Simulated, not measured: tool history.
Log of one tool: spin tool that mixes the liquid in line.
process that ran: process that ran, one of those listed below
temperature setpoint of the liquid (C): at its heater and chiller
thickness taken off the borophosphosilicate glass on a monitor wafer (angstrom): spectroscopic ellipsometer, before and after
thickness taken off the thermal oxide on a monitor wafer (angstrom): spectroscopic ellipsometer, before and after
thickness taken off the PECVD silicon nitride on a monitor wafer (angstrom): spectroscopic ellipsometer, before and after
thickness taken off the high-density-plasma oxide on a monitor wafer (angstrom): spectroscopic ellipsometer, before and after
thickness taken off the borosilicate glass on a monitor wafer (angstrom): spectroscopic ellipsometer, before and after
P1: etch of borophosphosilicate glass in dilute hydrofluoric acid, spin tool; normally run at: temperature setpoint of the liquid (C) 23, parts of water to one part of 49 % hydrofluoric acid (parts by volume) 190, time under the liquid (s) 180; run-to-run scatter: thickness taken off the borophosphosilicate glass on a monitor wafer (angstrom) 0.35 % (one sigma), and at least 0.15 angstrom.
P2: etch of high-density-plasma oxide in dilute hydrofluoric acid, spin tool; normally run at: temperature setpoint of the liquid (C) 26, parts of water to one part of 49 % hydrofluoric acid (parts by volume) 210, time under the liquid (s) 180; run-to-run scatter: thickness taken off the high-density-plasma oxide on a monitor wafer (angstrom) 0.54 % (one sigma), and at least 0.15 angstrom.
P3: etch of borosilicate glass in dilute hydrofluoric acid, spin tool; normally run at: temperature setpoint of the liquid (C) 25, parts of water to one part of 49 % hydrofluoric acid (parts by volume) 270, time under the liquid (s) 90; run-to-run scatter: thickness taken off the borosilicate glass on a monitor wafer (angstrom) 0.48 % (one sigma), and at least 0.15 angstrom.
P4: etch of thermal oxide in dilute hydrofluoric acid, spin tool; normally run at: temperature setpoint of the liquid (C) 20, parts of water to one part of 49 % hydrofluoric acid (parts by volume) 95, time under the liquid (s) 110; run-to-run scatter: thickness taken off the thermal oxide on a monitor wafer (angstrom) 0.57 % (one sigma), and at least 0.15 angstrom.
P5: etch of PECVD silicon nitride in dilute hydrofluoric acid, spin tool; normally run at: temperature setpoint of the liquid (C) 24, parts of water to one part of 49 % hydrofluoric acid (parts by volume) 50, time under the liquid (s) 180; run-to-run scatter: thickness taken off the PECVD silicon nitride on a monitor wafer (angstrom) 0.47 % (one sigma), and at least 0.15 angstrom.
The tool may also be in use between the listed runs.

run	hour	process that ran	temperature setpoint of the liquid (C)	parts of water to one part of 49 % hydrofluoric acid (parts by volume)	time under the liquid (s)	thickness taken off the borophosphosilicate glass on a monitor wafer (angstrom)	thickness taken off the thermal oxide on a monitor wafer (angstrom)	thickness taken off the PECVD silicon nitride on a monitor wafer (angstrom)	thickness taken off the high-density-plasma oxide on a monitor wafer (angstrom)	thickness taken off the borosilicate glass on a monitor wafer (angstrom)
1	6.2	P1	23	190	180	500.47				
2	12.8	P4	20	95	215		94.42			
3	18.2	P5	24	50	70			58.83		
4	25.2	P1	23	190	180	498.44				
5	30.4	P2	26	210	55				20.707	
6	37	P1	23	190	180	501.26				
7	40.4	P1	23	190	15	41.675				
8	47.4	P5	32.5	50	180			267.09		
9	52.9	P1	23	190	180	503.28				
10	60.6	P1	23	190	325	900.97				
11	65.7	P1	29	190	180	621.78				
12	69.3	P4	17	95	110		43.189			
13	75.7	P1	27.5	275	180	371.58				
14	83.1	P1	29	60	180	2345.5				
15	88.1	P3	25	270	40					53.484
16	93.3	P3	25	270	90					120.34
17	99.2	P5	24	50	180			150.63		
18	105	P1	17	190	180	394.28				
19	112	P5	24	20	180			370.94		
20	118.7	P4	20	95	110		48.597			
21	125.8	P1	23	80	180	1356.4				
22	132	P2	26	210	180				68.484	
23	139.4	P3	25	100	90					388.06
24	146.8	P4	20	95	110		48.088			
25	151.6	P3	32.5	270	90					154.63
26	158	P4	20	170	110		24.706			
27	163.1	P1	23	265	180	332.19				
28	167.9	P1	23	190	180	499.25				
29	171.3	P5	24	50	180			152.53		
30	178.6	P2	26	355	180				34.774	
31	182.4	P1	23	190	180	500.77				
32	186.4	P2	21.5	210	180				57.744	
33	190.9	P1	23	75	315	2531.4				
34	194.6	P1	23	190	180	498.51				
35	201.3	P1	23	190	180	516.1				
36	208.1	P1	23	190	180	524.07				
37	215.3	P1	23	190	180	531.57				
38	221.3	P1	23	190	180	534.42				
39	228.1	P1	23	190	180	534.95				
40	234.7	P1	23	190	180	534.52				
41	242.3	P1	23	190	180	533.64				
42	245.9	P1	23	190	180	537.09				

What P1 gives has crept away from where it was. These 2 causes fit the log equally well, each at the size given:
A: hydrofluoric acid flow above the setpoint (%) = 5.92
B: liquid hotter than its thermometer reads (K) = 1.86
The creep began at about hour 194.6.

4 check runs are offered, one wafer each, their results left as question marks. Which one tells the causes apart?
check 1	249.5	P3	25	270	90					?
check 2	249.5	P4	20	95	110		?			
check 3	249.5	P5	24	50	180			?		
check 4	249.5	P2	26	210	180				?	

What each check would give under each cause:
check	result	if A	if B
check 1	thickness taken off the borosilicate glass on a monitor wafer (angstrom)	128.62	127.5
check 2	thickness taken off the thermal oxide on a monitor wafer (angstrom)	51.438	52.085
check 3	thickness taken off the PECVD silicon nitride on a monitor wafer (angstrom)	160.95	172.34
check 4	thickness taken off the high-density-plasma oxide on a monitor wafer (angstrom)	73.256	72.92
How far apart the two closest causes lie, in the result that separates them most: check 1 0.88 %; check 2 1.25 %; check 3 6.84 %; check 4 0.46 %
Check 3 tells the causes apart: in the others they would give nearly the same result.

Then check 3 was run and gave: thickness taken off the PECVD silicon nitride on a monitor wafer (angstrom) 172.83. Which cause is it?

It is B: liquid hotter than its thermometer reads (K).
